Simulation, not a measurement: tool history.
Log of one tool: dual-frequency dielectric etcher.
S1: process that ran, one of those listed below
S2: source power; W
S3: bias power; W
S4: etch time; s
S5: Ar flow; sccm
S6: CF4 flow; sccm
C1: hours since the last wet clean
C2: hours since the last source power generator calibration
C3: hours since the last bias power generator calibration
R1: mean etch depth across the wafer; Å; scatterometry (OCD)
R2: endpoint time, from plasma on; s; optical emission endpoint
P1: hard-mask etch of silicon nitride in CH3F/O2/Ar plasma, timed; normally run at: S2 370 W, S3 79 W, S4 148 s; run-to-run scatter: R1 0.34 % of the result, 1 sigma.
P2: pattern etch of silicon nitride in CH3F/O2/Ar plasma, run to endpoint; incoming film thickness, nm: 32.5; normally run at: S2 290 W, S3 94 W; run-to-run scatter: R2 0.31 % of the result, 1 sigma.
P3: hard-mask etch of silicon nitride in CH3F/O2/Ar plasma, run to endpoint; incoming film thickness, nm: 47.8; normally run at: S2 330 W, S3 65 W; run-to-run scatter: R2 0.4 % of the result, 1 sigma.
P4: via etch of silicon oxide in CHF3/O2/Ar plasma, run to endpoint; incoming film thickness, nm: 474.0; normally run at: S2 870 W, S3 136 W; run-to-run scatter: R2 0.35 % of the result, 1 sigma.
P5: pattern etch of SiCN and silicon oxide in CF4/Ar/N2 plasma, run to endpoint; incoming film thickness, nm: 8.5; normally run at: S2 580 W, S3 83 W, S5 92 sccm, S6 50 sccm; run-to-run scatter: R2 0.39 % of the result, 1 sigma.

run,hour,S1,S2,S3,S4,S5,S6,C1,C2,C3,R1,R2
1,11.7,P1,370,79,148,,,362.3,830.8,219.4,1065.1,
2,20.6,P5,580,83,,92,68,371.2,839.7,228.3,,7.306
3,33.5,P1,370,79,81.5,,,384.1,852.6,241.2,584.71,
4,45.5,P1,370,58,148,,,396.1,864.6,253.2,956.19,
5,55.8,P1,370,50,96,,,406.4,874.9,263.5,590.75,
6,67.4,P1,250,79,148,,,418,886.5,275.1,915.2,
7,78.5,P4,870,187,,,,429.1,897.6,286.2,,206.54
8,89.4,P4,570,136,,,,440,908.5,297.1,,269.46
9,98.3,P5,450,83,,92,50,448.9,917.4,306,,9.4672
10,107.7,P3,330,65,,,,458.3,926.8,315.4,,75.749
11,114.9,P1,370,79,148,,,465.5,934,322.6,1062,
12,125,P1,490,79,148,,,475.6,944.1,332.7,1175.2,
13,133.5,P2,290,94,,,,484.1,952.6,341.2,,48.011
14,148.1,P3,440,65,,,,498.7,967.2,355.8,,67.543
15,161.5,P3,330,92,,,,512.1,980.6,369.2,,67.286
16,176.1,P1,370,79,148,,,526.7,995.2,383.8,1061.4,
17,191.3,P1,370,51,179,,,541.9,1010.4,399,1102.6,
18,199,P2,180,94,,,,549.6,1018.1,406.7,,57
19,213.6,P1,370,79,148,,,564.2,1032.7,421.3,1055.3,
20,228.1,P5,580,83,,92,50,578.7,1047.2,435.8,,7.5891
21,238.1,P5,580,62,,92,50,588.7,1057.2,445.8,,8.4313

The next listed run, before its measurement:
22,251.3,P1,370,107,148,,,601.9,1070.4,459,?,

Run 22 gave R1 1192 Å.
